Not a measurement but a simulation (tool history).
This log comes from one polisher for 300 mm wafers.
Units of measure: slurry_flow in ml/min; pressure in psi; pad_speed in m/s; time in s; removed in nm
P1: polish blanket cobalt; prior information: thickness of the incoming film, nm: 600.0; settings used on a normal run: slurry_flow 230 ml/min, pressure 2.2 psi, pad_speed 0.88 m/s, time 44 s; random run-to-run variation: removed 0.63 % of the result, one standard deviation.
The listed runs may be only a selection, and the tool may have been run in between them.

run 1 hour=10.9 | slurry_flow=230 pressure=2.2 pad_speed=0.88 time=44 | removed=221.24
run 2 hour=21.3 | slurry_flow=230 pressure=2.2 pad_speed=0.88 time=44 | removed=219.3
run 3 hour=33 | slurry_flow=230 pressure=2.2 pad_speed=0.88 time=44 | removed=221.07
run 4 hour=43.7 | slurry_flow=230 pressure=2.2 pad_speed=0.88 time=23 | removed=115.91
run 5 hour=55 | slurry_flow=230 pressure=3.3 pad_speed=0.88 time=44 | removed=332.72
run 6 hour=66.9 | slurry_flow=230 pressure=2.2 pad_speed=0.88 time=44 | removed=218.11
run 7 hour=83.3 | slurry_flow=230 pressure=2.2 pad_speed=0.88 time=44 | removed=222.49
-- hour=86.7 slurry nozzle cleaned
run 8 hour=93.9 | slurry_flow=230 pressure=2.2 pad_speed=0.88 time=44 | removed=221.15
run 9 hour=108.1 | slurry_flow=230 pressure=2.2 pad_speed=1.2 time=44 | removed=306.63
run 10 hour=115.7 | slurry_flow=290 pressure=2.2 pad_speed=0.88 time=44 | removed=226.72
run 11 hour=128.3 | slurry_flow=230 pressure=2.2 pad_speed=0.88 time=67 | removed=339.61
run 12 hour=144.3 | slurry_flow=140 pressure=2.2 pad_speed=0.88 time=44 | removed=207.12
run 13 hour=153.7 | slurry_flow=230 pressure=2.2 pad_speed=0.88 time=44 | removed=220.85
run 14 hour=169.4 | slurry_flow=230 pressure=1.6 pad_speed=0.88 time=44 | removed=160.33
run 15 hour=177.2 | slurry_flow=165 pressure=2.2 pad_speed=1.32 time=44 | removed=317.76
run 16 hour=189 | slurry_flow=230 pressure=2.2 pad_speed=0.48 time=44 | removed=120.25
run 17 hour=199.9 | slurry_flow=230 pressure=2.2 pad_speed=0.88 time=44 | removed=221.99

The next listed run, before its measurement:
run 18 hour=212.5 | slurry_flow=230 pressure=2.2 pad_speed=0.88 time=44 | removed=?

{"run 18": {"removed": 215.41}}
